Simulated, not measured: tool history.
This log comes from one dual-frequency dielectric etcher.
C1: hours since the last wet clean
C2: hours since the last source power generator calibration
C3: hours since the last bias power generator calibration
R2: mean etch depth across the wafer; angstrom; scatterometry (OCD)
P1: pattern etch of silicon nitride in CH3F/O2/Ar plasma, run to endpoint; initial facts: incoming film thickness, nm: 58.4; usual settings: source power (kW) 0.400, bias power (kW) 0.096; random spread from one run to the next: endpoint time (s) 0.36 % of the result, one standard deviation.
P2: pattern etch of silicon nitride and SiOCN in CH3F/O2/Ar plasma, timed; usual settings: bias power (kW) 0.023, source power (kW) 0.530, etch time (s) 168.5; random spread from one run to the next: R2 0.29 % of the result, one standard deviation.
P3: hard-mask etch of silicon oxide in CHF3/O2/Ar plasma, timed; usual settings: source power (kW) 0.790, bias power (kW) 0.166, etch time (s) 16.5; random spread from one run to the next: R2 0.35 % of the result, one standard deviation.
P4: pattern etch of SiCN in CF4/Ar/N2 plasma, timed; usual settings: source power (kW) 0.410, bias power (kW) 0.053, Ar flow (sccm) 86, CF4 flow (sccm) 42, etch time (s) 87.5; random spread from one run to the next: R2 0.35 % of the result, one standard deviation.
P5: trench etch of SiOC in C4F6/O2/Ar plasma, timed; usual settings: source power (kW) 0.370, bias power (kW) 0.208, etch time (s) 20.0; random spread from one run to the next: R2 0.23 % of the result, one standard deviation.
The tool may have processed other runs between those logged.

Run 1, hour 5.4: process that ran P1, source power (kW) 0.400, bias power (kW) 0.096; C1 338.6; C2 2032.8; C3 3181.3. Result: endpoint time (s) 77.485.
Run 2, hour 9.0: process that ran P3, source power (kW) 0.790, bias power (kW) 0.124, etch time (s) 16.5; C1 342.2; C2 2036.4; C3 3184.9. Result: R2 334.08 angstrom.
Run 3, hour 16.8: process that ran P1, source power (kW) 0.320, bias power (kW) 0.096; C1 350.0; C2 2044.2; C3 3192.7. Result: endpoint time (s) 83.763.
Run 4, hour 23.7: process that ran P5, source power (kW) 0.370, bias power (kW) 0.208, etch time (s) 11.5; C1 356.9; C2 2051.1; C3 3199.6. Result: R2 249.59 angstrom.
Run 5, hour 30.9: process that ran P3, source power (kW) 0.790, bias power (kW) 0.166, etch time (s) 16.5; C1 364.1; C2 2058.3; C3 3206.8. Result: R2 367.26 angstrom.
Run 6, hour 35.5: process that ran P1, source power (kW) 0.400, bias power (kW) 0.076; C1 368.7; C2 2062.9; C3 3211.4. Result: endpoint time (s) 84.618.
Run 7, hour 40.2: process that ran P4, source power (kW) 0.410, bias power (kW) 0.053, etch time (s) 87.5, Ar flow (sccm) 86, CF4 flow (sccm) 42; C1 373.4; C2 2067.6; C3 3216.1. Result: R2 583.91 angstrom.
Run 8, hour 47.1: process that ran P4, source power (kW) 0.410, bias power (kW) 0.053, etch time (s) 87.5, Ar flow (sccm) 86, CF4 flow (sccm) 27; C1 380.3; C2 2074.5; C3 3223.0. Result: R2 538.53 angstrom.
Run 9, hour 52.6: process that ran P3, source power (kW) 1.120, bias power (kW) 0.166, etch time (s) 16.5; C1 385.8; C2 2080.0; C3 3228.5. Result: R2 420.69 angstrom.
Run 10, hour 60.0: process that ran P4, source power (kW) 0.410, bias power (kW) 0.053, etch time (s) 128.0, Ar flow (sccm) 86, CF4 flow (sccm) 42; C1 393.2; C2 2087.4; C3 3235.9. Result: R2 851.44 angstrom.
Run 11, hour 64.6: process that ran P1, source power (kW) 0.330, bias power (kW) 0.065; C1 397.8; C2 2092.0; C3 3240.5. Result: endpoint time (s) 96.344.
Run 12, hour 69.2: process that ran P5, source power (kW) 0.370, bias power (kW) 0.208, etch time (s) 20.0; C1 402.4; C2 2096.6; C3 3245.1. Result: R2 434.22 angstrom.
Run 13, hour 76.3: process that ran P1, source power (kW) 0.400, bias power (kW) 0.096; C1 409.5; C2 2103.7; C3 3252.2. Result: endpoint time (s) 78.000.
Run 14, hour 81.2: process that ran P1, source power (kW) 0.400, bias power (kW) 0.096; C1 414.4; C2 2108.6; C3 3257.1. Result: endpoint time (s) 78.157.
Run 15, hour 84.9: process that ran P2, source power (kW) 0.530, bias power (kW) 0.023, etch time (s) 168.5; C1 418.1; C2 2112.3; C3 3260.8. Result: R2 259.56 angstrom.
Run 16, hour 89.6: process that ran P5, source power (kW) 0.520, bias power (kW) 0.208, etch time (s) 20.0; C1 422.8; C2 2117.0; C3 3265.5. Result: R2 494.80 angstrom.
Run 17, hour 93.3: process that ran P4, source power (kW) 0.260, bias power (kW) 0.053, etch time (s) 87.5, Ar flow (sccm) 86, CF4 flow (sccm) 42; C1 426.5; C2 2120.7; C3 3269.2. Result: R2 389.70 angstrom.
Run 18, hour 97.9: process that ran P1, source power (kW) 0.500, bias power (kW) 0.096; C1 431.1; C2 2125.3; C3 3273.8. Result: endpoint time (s) 71.480.
Run 19, hour 104.4: process that ran P1, source power (kW) 0.400, bias power (kW) 0.096; C1 437.6; C2 2131.8; C3 3280.3. Result: endpoint time (s) 77.393.
Run 20, hour 107.8: process that ran P5, source power (kW) 0.370, bias power (kW) 0.208, etch time (s) 20.0; C1 441.0; C2 2135.2; C3 3283.7. Result: R2 433.16 angstrom.
Run 21, hour 115.3: process that ran P1, source power (kW) 0.490, bias power (kW) 0.078; C1 448.5; C2 2142.7; C3 3291.2. Result: endpoint time (s) 77.363.
Run 22, hour 121.9: process that ran P1, source power (kW) 0.400, bias power (kW) 0.096; C1 455.1; C2 2149.3; C3 3297.8. Result: endpoint time (s) 77.566.
Run 23, hour 129.2: process that ran P2, source power (kW) 0.530, bias power (kW) 0.014, etch time (s) 168.5; C1 462.4; C2 2156.6; C3 3305.1. Result: R2 210.78 angstrom.
Run 24, hour 133.6: process that ran P4, source power (kW) 0.410, bias power (kW) 0.053, etch time (s) 87.5, Ar flow (sccm) 109, CF4 flow (sccm) 42; C1 466.8; C2 2161.0; C3 3309.5. Result: R2 557.91 angstrom.
Run 25, hour 138.8: process that ran P4, source power (kW) 0.410, bias power (kW) 0.053, etch time (s) 87.5, Ar flow (sccm) 86, CF4 flow (sccm) 42; C1 472.0; C2 2166.2; C3 3314.7. Result: R2 583.69 angstrom.
Run 26, hour 143.2: process that ran P1, source power (kW) 0.400, bias power (kW) 0.096; C1 476.4; C2 2170.6; C3 3319.1. Result: endpoint time (s) 77.823.
Run 27, hour 147.6: process that ran P1, source power (kW) 0.400, bias power (kW) 0.096; C1 480.8; C2 2175.0; C3 3323.5. Result: endpoint time (s) 77.761.
Run 28, hour 153.8: process that ran P3, source power (kW) 0.790, bias power (kW) 0.166, etch time (s) 9.0; C1 487.0; C2 2181.2; C3 3329.7. Result: R2 198.88 angstrom.

Run 29, settings as shown, results not yet in. Your forecast:
At hour 159.0: wet clean of the chamber.
Run 29, hour 161.3: process that ran P2, source power (kW) 0.530, bias power (kW) 0.023, etch time (s) 245.0; C1 2.4; C2 2188.7; C3 3337.2. Result: R2 ?.

Run 29 gave R2 375.01 angstrom.
